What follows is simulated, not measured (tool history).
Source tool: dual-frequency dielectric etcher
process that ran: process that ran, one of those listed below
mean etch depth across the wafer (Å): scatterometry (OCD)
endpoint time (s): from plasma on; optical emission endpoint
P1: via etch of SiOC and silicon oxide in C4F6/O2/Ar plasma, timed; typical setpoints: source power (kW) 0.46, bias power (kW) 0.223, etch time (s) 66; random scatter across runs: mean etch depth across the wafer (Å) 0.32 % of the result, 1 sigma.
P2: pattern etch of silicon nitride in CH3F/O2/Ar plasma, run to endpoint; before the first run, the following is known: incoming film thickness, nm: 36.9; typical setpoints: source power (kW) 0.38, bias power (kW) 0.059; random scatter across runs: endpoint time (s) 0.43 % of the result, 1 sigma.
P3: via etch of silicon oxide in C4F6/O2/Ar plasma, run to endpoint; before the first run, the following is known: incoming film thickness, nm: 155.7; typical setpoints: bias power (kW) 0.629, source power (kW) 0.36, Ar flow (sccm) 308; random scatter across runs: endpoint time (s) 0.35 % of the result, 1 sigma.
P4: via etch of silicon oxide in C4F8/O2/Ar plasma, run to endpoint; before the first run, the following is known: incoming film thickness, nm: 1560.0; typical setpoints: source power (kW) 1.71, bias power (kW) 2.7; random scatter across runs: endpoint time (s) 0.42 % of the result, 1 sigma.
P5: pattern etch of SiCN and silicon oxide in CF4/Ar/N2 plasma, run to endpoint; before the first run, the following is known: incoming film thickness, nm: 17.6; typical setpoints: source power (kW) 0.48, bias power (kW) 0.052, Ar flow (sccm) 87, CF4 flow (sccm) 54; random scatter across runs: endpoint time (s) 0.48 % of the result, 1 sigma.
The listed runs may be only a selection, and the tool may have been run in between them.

run,hour,process that ran,source power (kW),bias power (kW),etch time (s),Ar flow (sccm),CF4 flow (sccm),mean etch depth across the wafer (Å),endpoint time (s)
1,11.5,P1,0.46,0.223,66,,,864.43,
2,25.4,P1,0.46,0.223,93,,,1215.3,
3,41.8,P1,0.46,0.223,38.5,,,499.34,
4,55,P1,0.31,0.223,43,,,480.47,
5,65,P1,0.33,0.144,66,,,653.82,
6,78.9,P2,0.53,0.059,,,,,50.73
7,91.3,P1,0.34,0.223,86,,,998.03,
8,107.7,P5,0.48,0.068,,87,54,,20.194
9,116.4,P5,0.48,0.052,,115,54,,23.019
10,126.9,P5,0.48,0.052,,87,39,,23.375
11,138.5,P2,0.38,0.059,,,,,57.859
12,149.2,P3,0.36,0.629,,308,,,32.5
13,159.8,P1,0.46,0.223,66,,,856.49,
14,173.3,P1,0.46,0.293,66,,,947.18,
15,184.1,P3,0.48,0.629,,308,,,28.98
16,199.6,P1,0.46,0.223,66,,,857.62,
17,215,P2,0.38,0.034,,,,,68.87
18,231.5,P1,0.34,0.223,66,,,762.69,
19,238.9,P1,0.46,0.223,66,,,860.45,
20,255.4,P3,0.36,0.629,,252,,,31.722
21,269.2,P4,1.71,1.593,,,,,339.11
22,277.1,P3,0.36,0.375,,308,,,39.303
23,292.3,P1,0.46,0.223,66,,,862.17,
24,303,P5,0.34,0.052,,87,54,,29.717
25,319.3,P1,0.46,0.223,66,,,857.76,
26,335.4,P5,0.48,0.052,,87,54,,22.155
27,347.9,P4,1.71,2.7,,,,,290.74
# hour 352.3: source power generator calibrated
28,361.8,P4,1.25,2.7,,,,,328.42
29,372.2,P1,0.58,0.223,66,,,938.6,
30,382,P1,0.46,0.171,66,,,787.68,
31,394,P3,0.36,0.629,,308,,,32.566
32,404.2,P1,0.46,0.223,66,,,859.84,
33,414.8,P1,0.46,0.223,66,,,862.25,
34,424.2,P1,0.46,0.223,66,,,869.68,
35,438.7,P1,0.46,0.223,66,,,862.28,
36,453.2,P1,0.46,0.223,66,,,867.76,
37,464.6,P1,0.46,0.223,66,,,874.77,
38,481.1,P1,0.46,0.223,66,,,868.51,
# hour 492.3: wet clean of the chamber
39,494.1,P1,0.46,0.223,66,,,873.16,
40,505.6,P1,0.46,0.223,66,,,871.71,
41,519.7,P1,0.46,0.223,66,,,872.18,
42,531.3,P1,0.46,0.223,66,,,870.45,
43,541.9,P1,0.46,0.223,66,,,873.56,

The output of P1 has drifted from where it used to be. Each of the 2 causes below, taken at the size shown beside it, accounts for the log equally well:
A: bias power that arrives over what is set, % = 4.92
B: source power that arrives over what is set, % = 4.27
The process output started creeping at around hour 404.2.
Other possible causes, and why each is ruled out:
chamber walls in a state that raises the etch rate, %: its service at hour 492.3 followed the start of the drift and did not put the process back to its old value

Each of the check runs listed below is run on 3 wafers and reports their average, with the results left as question marks. Pick the one under which the possible causes would lead to clearly different results.
check 1,552.5,P2,0.51,0.037,,,,,?
check 2,552.5,P3,0.36,0.397,,308,,,?
check 3,552.5,P4,1.25,1.628,,,,,?
check 4,552.5,P5,0.48,0.052,,108,46,,?

Check results expected under each cause:
check,result,if A,if B
check 1,endpoint time (s),58.539,58.344
check 2,endpoint time (s),37.847,37.921
check 3,endpoint time (s),377.36,376.21
check 4,endpoint time (s),23.053,22.586
Per-check spread between the two closest causes, in the result where they differ most: check 1 0.33 %; check 2 0.19 %; check 3 0.31 %; check 4 2.05 %
Check 4 is the one run that separates the causes; every other check would come out nearly the same whichever cause is at work.

Here is what check 4 returned: endpoint time (s) 22.57. Which cause is it?

It was cause B: source power that arrives over what is set, %.

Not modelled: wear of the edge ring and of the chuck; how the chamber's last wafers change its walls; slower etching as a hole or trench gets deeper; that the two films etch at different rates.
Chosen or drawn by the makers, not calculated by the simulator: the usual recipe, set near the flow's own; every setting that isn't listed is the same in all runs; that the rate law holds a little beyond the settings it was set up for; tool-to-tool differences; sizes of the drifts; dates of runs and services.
